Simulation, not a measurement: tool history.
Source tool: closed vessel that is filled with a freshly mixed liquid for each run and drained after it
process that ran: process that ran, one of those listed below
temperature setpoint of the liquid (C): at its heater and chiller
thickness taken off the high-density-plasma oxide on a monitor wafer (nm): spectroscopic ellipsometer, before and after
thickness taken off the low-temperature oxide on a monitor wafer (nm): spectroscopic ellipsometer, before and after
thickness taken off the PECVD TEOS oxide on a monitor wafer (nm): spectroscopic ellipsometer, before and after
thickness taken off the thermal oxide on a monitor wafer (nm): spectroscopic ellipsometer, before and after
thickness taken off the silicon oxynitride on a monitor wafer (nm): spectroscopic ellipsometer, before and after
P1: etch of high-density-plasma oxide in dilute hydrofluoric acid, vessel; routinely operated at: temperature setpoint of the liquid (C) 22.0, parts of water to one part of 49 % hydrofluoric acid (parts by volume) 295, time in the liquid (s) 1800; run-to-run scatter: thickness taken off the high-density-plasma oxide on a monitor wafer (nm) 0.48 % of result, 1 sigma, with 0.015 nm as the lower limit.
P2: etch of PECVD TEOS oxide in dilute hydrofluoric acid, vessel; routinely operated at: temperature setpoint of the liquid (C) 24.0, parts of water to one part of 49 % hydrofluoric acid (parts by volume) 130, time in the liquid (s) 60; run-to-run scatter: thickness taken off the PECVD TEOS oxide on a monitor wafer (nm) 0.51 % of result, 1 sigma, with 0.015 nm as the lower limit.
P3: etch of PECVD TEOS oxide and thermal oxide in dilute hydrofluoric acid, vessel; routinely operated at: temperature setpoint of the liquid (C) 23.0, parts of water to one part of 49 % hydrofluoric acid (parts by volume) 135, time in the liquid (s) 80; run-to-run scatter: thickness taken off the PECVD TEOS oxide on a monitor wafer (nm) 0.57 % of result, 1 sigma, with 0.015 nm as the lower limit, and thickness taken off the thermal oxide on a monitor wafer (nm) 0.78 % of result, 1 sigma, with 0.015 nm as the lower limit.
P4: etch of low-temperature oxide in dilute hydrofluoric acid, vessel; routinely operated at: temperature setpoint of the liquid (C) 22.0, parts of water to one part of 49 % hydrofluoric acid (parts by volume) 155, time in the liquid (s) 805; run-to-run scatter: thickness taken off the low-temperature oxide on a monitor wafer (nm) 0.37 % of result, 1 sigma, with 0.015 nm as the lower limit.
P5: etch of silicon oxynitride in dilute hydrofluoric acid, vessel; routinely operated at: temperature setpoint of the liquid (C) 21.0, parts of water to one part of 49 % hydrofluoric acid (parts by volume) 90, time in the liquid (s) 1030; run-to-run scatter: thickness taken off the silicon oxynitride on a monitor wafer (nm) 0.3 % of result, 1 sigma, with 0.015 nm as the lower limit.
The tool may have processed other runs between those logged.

run   hour  process that ran  temperature setpoint of the liquid (C)  parts of water to one part of 49 % hydrofluoric acid (parts by volume)  time in the liquid (s)  hours since the thermometer was replaced  hours since the hydrofluoric acid flow meter was replaced  thickness taken off the high-density-plasma oxide on a monitor wafer (nm)  thickness taken off the low-temperature oxide on a monitor wafer (nm)  thickness taken off the PECVD TEOS oxide on a monitor wafer (nm)  thickness taken off the thermal oxide on a monitor wafer (nm)  thickness taken off the silicon oxynitride on a monitor wafer (nm)
  1   10.0                P1                                    22.0                                                                     295                    1800                                    1508.5                                                      536.4                                                                     34.705
  2   20.3                P1                                    22.0                                                                     295                    3375                                    1518.8                                                      546.7                                                                     65.450
  3   29.4                P1                                    22.0                                                                     295                    1800                                    1527.9                                                      555.8                                                                     34.749
  4   38.3                P4                                    22.0                                                                     155                     805                                    1536.8                                                      564.7                                                                                                                                            55.464
  5   48.6                P1                                    22.0                                                                     295                    1800                                    1547.1                                                      575.0                                                                     34.770
  6   64.2                P3                                    23.0                                                                     135                      80                                    1562.7                                                      590.6                                                                                                                                                                                                              4.9102                                                        2.59020
  7   74.6                P5                                    21.0                                                                      90                    1030                                    1573.1                                                      601.0                                                                                                                                                                                                                                                                                                                                                 19.079
  8   88.6                P3                                    23.0                                                                     135                      30                                    1587.1                                                      615.0                                                                                                                                                                                                              1.8253                                                        0.97903
  9  103.1                P3                                    23.0                                                                     240                      80                                    1601.6                                                      629.5                                                                                                                                                                                                              2.4900                                                        1.30530
 10  113.0                P1                                    22.0                                                                     295                    1800                                    1611.5                                                      639.4                                                                     34.613
 11  121.4                P1                                    27.0                                                                     295                    1800                                    1619.9                                                      647.8                                                                     41.232
 12  129.6                P3                                    17.0                                                                     135                      80                                    1628.1                                                      656.0                                                                                                                                                                                                              3.9204                                                        2.05480
 13  145.4                P1                                    28.5                                                                     140                    1800                                    1643.9                                                      671.8                                                                    109.950
 14  155.7                P1                                    22.0                                                                     295                    1800                                    1654.2                                                      682.1                                                                     34.549
 15  170.1                P2                                    24.0                                                                     200                      60                                    1668.6                                                      696.5                                                                                                                                                                                                              5.1552
 16  179.3                P2                                    24.0                                                                     130                      30                                    1677.8                                                      705.7                                                                                                                                                                                                              4.2956
 17  187.5                P1                                    22.0                                                                     295                     825                                    1686.0                                                      713.9                                                                     15.855
 18  197.5                P2                                    24.0                                                                     130                      60                                    1696.0                                                      723.9                                                                                                                                                                                                              8.6046
 19  208.4                P1                                    22.0                                                                     445                    1800                                    1706.9                                                      734.8                                                                     20.119
 20  221.0                P1                                    22.0                                                                     185                    1800                                    1719.5                                                      747.4                                                                     61.574
 21  229.5                P4                                    22.0                                                                     290                     805                                    1728.0                                                      755.9                                                                                                                                            25.986
 22  242.2                P1                                    17.0                                                                     295                    1800                                    1740.7                                                      768.6                                                                     28.706
 23  251.9                P4                                    29.0                                                                     155                     805                                    1750.4                                                      778.3                                                                                                                                            72.220
 24  264.7                P5                                    21.0                                                                      35                    1030                                    1763.2                                                      791.1                                                                                                                                                                                                                                                                                                                                                 51.155
 25  275.6                P4                                    22.0                                                                     155                     415                                    1774.1                                                      802.0                                                                                                                                            28.674
 26  284.9                P1                                    17.0                                                                     110                    1800                                    1783.4                                                      811.3                                                                     91.596

Run 27 has not been measured yet. What should we expect?
 27  293.9                P5                                    17.0                                                                      90                    1030                                    1792.4                                                      820.3                                                                                                                                                                                                                                                                                                                                                      ?

Run 27 yielded thickness taken off the silicon oxynitride on a monitor wafer (nm) 15.726.
